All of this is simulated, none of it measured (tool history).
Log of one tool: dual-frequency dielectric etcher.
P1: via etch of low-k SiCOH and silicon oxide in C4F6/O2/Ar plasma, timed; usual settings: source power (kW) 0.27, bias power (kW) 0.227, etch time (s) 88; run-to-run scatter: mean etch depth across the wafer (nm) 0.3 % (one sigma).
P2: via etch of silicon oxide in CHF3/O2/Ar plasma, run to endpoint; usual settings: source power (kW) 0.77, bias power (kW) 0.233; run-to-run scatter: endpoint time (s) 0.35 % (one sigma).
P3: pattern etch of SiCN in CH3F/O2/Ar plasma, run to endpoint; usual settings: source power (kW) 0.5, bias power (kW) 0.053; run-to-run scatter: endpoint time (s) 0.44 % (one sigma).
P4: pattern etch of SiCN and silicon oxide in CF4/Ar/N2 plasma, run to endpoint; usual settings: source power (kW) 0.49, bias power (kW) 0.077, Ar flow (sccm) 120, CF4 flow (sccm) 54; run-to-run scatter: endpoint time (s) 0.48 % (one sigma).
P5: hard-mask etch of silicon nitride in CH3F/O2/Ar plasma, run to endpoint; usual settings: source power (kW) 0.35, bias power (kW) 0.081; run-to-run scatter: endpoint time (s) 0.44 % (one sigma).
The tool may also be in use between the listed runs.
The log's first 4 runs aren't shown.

run	hour	process that ran	source power (kW)	bias power (kW)	etch time (s)	Ar flow (sccm)	CF4 flow (sccm)	hours since the last wet clean	hours since the last source power generator calibration	hours since the last bias power generator calibration	mean etch depth across the wafer (nm)	endpoint time (s)
5	69.3	P1	0.27	0.318	88			254.4	1787.1	561.9	262.41	
6	83.1	P2	0.77	0.233				268.2	1800.9	575.7		174.09
7	92.5	P3	0.5	0.075				277.6	1810.3	585.1		16.405
8	107.7	P1	0.27	0.227	110.5			292.8	1825.5	600.3	294.05	
9	118.9	P5	0.35	0.081				304	1836.7	611.5		54.577
10	127.5	P1	0.36	0.227	88			312.6	1845.3	620.1	259.94	
11	144.2	P5	0.35	0.097				329.3	1862	636.8		51.267
12	154.1	P1	0.27	0.227	88			339.2	1871.9	646.7	233.33	
13	161.8	P4	0.49	0.048		120	54	346.9	1879.6	654.4		17.875
14	177.4	P1	0.27	0.227	88			362.5	1895.2	670	233.92	
15	191.8	P5	0.47	0.081				376.9	1909.6	684.4		49.152
16	203	P1	0.27	0.227	53.5			388.1	1920.8	695.6	142	
17	214.3	P1	0.27	0.227	88			399.4	1932.1	706.9	233.14	
18	222.2	P4	0.59	0.077		120	54	407.3	1940	714.8		12.994
19	232	P3	0.5	0.053				417.1	1949.8	724.6		18.317
20	239.5	P1	0.2	0.227	88			424.6	1957.3	732.1	208.02	
21	250.6	P1	0.27	0.145	88			435.7	1968.4	743.2	202.41	
22	258.8	P2	0.77	0.139				443.9	1976.6	751.4		207.9

Forecast run 23:
23	272.8	P4	0.49	0.077		149	54	457.9	1990.6	765.4		?

{"run 23": {"endpoint time (s)": 15.855}}
